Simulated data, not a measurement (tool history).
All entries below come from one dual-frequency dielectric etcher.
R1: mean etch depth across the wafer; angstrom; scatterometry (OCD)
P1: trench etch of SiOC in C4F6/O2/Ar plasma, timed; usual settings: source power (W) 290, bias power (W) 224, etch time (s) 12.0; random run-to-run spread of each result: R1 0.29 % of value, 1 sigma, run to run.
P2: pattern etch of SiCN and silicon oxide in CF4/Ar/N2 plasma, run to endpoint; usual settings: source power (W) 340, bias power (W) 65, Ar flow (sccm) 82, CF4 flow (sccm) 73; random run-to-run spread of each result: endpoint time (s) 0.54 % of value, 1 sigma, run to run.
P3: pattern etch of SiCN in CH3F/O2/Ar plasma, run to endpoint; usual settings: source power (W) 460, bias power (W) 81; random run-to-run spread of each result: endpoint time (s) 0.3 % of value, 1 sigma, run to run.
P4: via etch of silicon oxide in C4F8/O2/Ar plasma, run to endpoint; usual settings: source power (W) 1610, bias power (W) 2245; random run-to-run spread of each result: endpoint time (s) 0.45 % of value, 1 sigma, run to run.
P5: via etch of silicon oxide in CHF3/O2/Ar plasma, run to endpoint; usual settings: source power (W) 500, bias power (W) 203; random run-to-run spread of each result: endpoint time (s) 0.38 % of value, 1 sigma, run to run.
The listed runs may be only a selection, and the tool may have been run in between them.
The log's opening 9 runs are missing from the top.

Run 10, day 3.675: process that ran P4, source power (W) 1610, bias power (W) 2245. Result: endpoint time (s) 222.660.
Run 11, day 3.921: process that ran P4, source power (W) 1610, bias power (W) 1415. Result: endpoint time (s) 250.890.
Run 12, day 4.167: process that ran P3, source power (W) 460, bias power (W) 81. Result: endpoint time (s) 24.258.
Run 13, day 4.550: process that ran P5, source power (W) 500, bias power (W) 203. Result: endpoint time (s) 268.440.
Run 14, day 4.900: process that ran P1, source power (W) 290, bias power (W) 224, etch time (s) 12.0. Result: R1 240.79 angstrom.
Run 15, day 5.133: process that ran P5, source power (W) 500, bias power (W) 126. Result: endpoint time (s) 312.960.
Run 16, day 5.350: process that ran P3, source power (W) 460, bias power (W) 113. Result: endpoint time (s) 21.532.
At day 5.438: wet clean of the chamber.
Run 17, day 5.579: process that ran P1, source power (W) 290, bias power (W) 224, etch time (s) 12.0. Result: R1 242.15 angstrom.
Run 18, day 5.967: process that ran P1, source power (W) 290, bias power (W) 224, etch time (s) 15.0. Result: R1 300.31 angstrom.
Run 19, day 6.283: process that ran P2, source power (W) 340, bias power (W) 65, Ar flow (sccm) 82, CF4 flow (sccm) 73. Result: endpoint time (s) 15.046.
Run 20, day 6.688: process that ran P3, source power (W) 270, bias power (W) 81. Result: endpoint time (s) 29.701.
Run 21, day 6.958: process that ran P2, source power (W) 340, bias power (W) 65, Ar flow (sccm) 82, CF4 flow (sccm) 73. Result: endpoint time (s) 15.187.
Run 22, day 7.188: process that ran P1, source power (W) 240, bias power (W) 224, etch time (s) 7.5. Result: R1 140.16 angstrom.

What does the tool deliver on the next run?
Run 23, day 7.575: process that ran P4, source power (W) 1030, bias power (W) 2245. Result: endpoint time (s) ?.

endpoint time (s): 265.760
